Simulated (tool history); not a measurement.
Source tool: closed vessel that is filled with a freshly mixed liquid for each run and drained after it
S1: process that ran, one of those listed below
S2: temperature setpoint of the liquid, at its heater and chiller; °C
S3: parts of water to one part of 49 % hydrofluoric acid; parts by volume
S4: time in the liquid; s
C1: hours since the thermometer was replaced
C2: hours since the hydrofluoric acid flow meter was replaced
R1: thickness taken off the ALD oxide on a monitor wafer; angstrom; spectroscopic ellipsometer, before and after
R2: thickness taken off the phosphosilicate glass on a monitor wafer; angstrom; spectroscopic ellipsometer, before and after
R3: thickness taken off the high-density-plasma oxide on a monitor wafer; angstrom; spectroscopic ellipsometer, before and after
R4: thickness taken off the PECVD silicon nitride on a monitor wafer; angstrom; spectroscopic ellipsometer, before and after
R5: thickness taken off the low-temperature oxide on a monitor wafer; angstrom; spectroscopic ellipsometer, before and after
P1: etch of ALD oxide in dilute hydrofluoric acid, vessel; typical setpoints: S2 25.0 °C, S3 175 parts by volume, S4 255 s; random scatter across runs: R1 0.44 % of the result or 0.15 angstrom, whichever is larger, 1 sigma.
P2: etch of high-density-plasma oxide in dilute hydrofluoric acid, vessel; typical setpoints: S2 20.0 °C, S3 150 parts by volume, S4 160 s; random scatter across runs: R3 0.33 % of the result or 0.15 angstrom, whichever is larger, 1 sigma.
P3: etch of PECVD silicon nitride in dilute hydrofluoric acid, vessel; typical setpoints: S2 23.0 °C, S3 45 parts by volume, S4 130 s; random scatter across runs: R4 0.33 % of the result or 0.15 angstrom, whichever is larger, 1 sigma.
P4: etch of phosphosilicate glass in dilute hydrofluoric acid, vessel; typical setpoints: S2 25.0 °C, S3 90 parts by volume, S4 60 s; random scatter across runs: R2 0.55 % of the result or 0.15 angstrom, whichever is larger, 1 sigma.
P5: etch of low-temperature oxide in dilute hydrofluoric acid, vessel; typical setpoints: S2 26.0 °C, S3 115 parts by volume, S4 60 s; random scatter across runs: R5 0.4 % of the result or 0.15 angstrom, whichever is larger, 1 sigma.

run 1 day=0.242 | S1=P1 S2=25.0 S3=175 S4=255 | C1=890.7 C2=1363.7 | R1=208.920
run 2 day=0.475 | S1=P1 S2=29.5 S3=175 S4=30 | C1=896.3 C2=1369.3 | R1=28.707
run 3 day=0.725 | S1=P1 S2=25.0 S3=175 S4=120 | C1=902.3 C2=1375.3 | R1=98.495
run 4 day=0.917 | S1=P1 S2=25.0 S3=275 S4=255 | C1=906.9 C2=1379.9 | R1=119.630
run 5 day=1.142 | S1=P4 S2=25.0 S3=90 S4=30 | C1=912.3 C2=1385.3 | R2=412.52
run 6 day=1.438 | S1=P4 S2=21.0 S3=90 S4=60 | C1=919.4 C2=1392.4 | R2=713.07
run 7 day=1.650 | S1=P1 S2=30.5 S3=175 S4=255 | C1=924.5 C2=1397.5 | R1=254.410
run 8 day=1.829 | S1=P2 S2=20.0 S3=220 S4=160 | C1=928.8 C2=1401.8 | R3=62.908
run 9 day=1.962 | S1=P3 S2=23.0 S3=45 S4=250 | C1=932.0 C2=1405.0 | R4=182.360
run 10 day=2.117 | S1=P5 S2=31.0 S3=115 S4=60 | C1=935.7 C2=1408.7 | R5=113.490
run 11 day=2.250 | S1=P5 S2=26.0 S3=115 S4=85 | C1=938.9 C2=1411.9 | R5=134.180
run 12 day=2.429 | S1=P1 S2=20.0 S3=175 S4=255 | C1=943.2 C2=1416.2 | R1=173.700
run 13 day=2.638 | S1=P2 S2=20.0 S3=150 S4=160 | C1=948.2 C2=1421.2 | R3=98.756
run 14 day=2.838 | S1=P3 S2=23.0 S3=45 S4=130 | C1=953.0 C2=1426.0 | R4=94.823
run 15 day=3.121 | S1=P3 S2=23.0 S3=45 S4=130 | C1=959.8 C2=1432.8 | R4=94.808
run 16 day=3.362 | S1=P3 S2=23.0 S3=20 S4=130 | C1=965.6 C2=1438.6 | R4=206.390
run 17 day=3.550 | S1=P5 S2=26.0 S3=215 S4=60 | C1=970.1 C2=1443.1 | R5=45.065
run 18 day=3.788 | S1=P3 S2=28.5 S3=45 S4=130 | C1=975.8 C2=1448.8 | R4=136.650
run 19 day=3.988 | S1=P4 S2=25.0 S3=90 S4=60 | C1=980.6 C2=1453.6 | R2=837.55
run 20 day=4.146 | S1=P2 S2=20.0 S3=150 S4=270 | C1=984.4 C2=1457.4 | R3=166.980
run 21 day=4.450 | S1=P5 S2=26.0 S3=115 S4=60 | C1=991.7 C2=1464.7 | R5=94.668
run 22 day=4.708 | S1=P1 S2=25.0 S3=175 S4=255 | C1=997.9 C2=1470.9 | R1=209.080
run 23 day=4.854 | S1=P2 S2=17.0 S3=150 S4=160 | C1=1001.4 C2=1474.4 | R3=87.482
run 24 day=5.088 | S1=P5 S2=26.0 S3=115 S4=60 | C1=1007.0 C2=1480.0 | R5=94.586
run 25 day=5.292 | S1=P2 S2=20.0 S3=150 S4=160 | C1=1011.9 C2=1484.9 | R3=99.451
run 26 day=5.583 | S1=P1 S2=25.0 S3=175 S4=255 | C1=1018.9 C2=1491.9 | R1=209.280
run 27 day=5.838 | S1=P4 S2=25.0 S3=145 S4=60 | C1=1025.0 C2=1498.0 | R2=482.07
run 28 day=6.033 | S1=P1 S2=25.0 S3=175 S4=500 | C1=1029.7 C2=1502.7 | R1=407.770
run 29 day=6.342 | S1=P1 S2=25.0 S3=175 S4=255 | C1=1037.1 C2=1510.1 | R1=210.190
run 30 day=6.650 | S1=P1 S2=25.0 S3=105 S4=255 | C1=1044.5 C2=1517.5 | R1=379.390
run 31 day=6.817 | S1=P1 S2=25.0 S3=175 S4=255 | C1=1048.5 C2=1521.5 | R1=210.000
run 32 day=7.038 | S1=P1 S2=25.0 S3=175 S4=255 | C1=1053.8 C2=1526.8 | R1=208.370
run 33 day=7.338 | S1=P1 S2=25.0 S3=175 S4=255 | C1=1061.0 C2=1534.0 | R1=213.960
run 34 day=7.575 | S1=P1 S2=25.0 S3=175 S4=255 | C1=1066.7 C2=1539.7 | R1=219.140
run 35 day=7.733 | S1=P1 S2=25.0 S3=175 S4=255 | C1=1070.5 C2=1543.5 | R1=220.900
run 36 day=8.042 | S1=P1 S2=25.0 S3=175 S4=255 | C1=1077.9 C2=1550.9 | R1=221.600
run 37 day=8.321 | S1=P1 S2=25.0 S3=175 S4=255 | C1=1084.6 C2=1557.6 | R1=223.080
run 38 day=8.550 | S1=P1 S2=25.0 S3=175 S4=255 | C1=1090.1 C2=1563.1 | R1=221.430

P1 no longer gives what it gave before; its output has crept away from where it was. The following 2 causes, each at its listed size, fit the log equally well:
A: hydrofluoric acid flow above the setpoint (%) = 5.11
B: liquid hotter than its thermometer reads (K) = 1.62
Creep in the process output first set in at about day 7.038.

Below are 4 check runs, each on a single wafer, with their results shown as question marks. Which of them would tell the listed causes apart, meaning the causes would give clearly different results under it?
run check 1 day=8.779 | S1=P4 S2=25.0 S3=90 S4=60 | R2=?
run check 2 day=8.779 | S1=P5 S2=26.0 S3=115 S4=60 | R5=?
run check 3 day=8.779 | S1=P2 S2=20.0 S3=150 S4=160 | R3=?
run check 4 day=8.779 | S1=P3 S2=23.0 S3=45 S4=130 | R4=?

Check results expected under each cause:
check=check_1 result=R2 if_A=877.48 if_B=884.63
check=check_2 result=R5 if_A=99.934 if_B=100.430
check=check_3 result=R3 if_A=104.760 if_B=105.450
check=check_4 result=R4 if_A=99.514 if_B=105.780
Per check, the gap between the least separated pair of causes, taken in the result that splits them most: check 1 0.81 %; check 2 0.49 %; check 3 0.65 %; check 4 6.1 %
Only in check 4 would the causes give clearly different results; in the remaining checks their results would be nearly the same.

Then check 4 was run and gave: R4 106.090 angstrom. Which cause is it?

The correct cause is B, namely: liquid hotter than its thermometer reads (K).
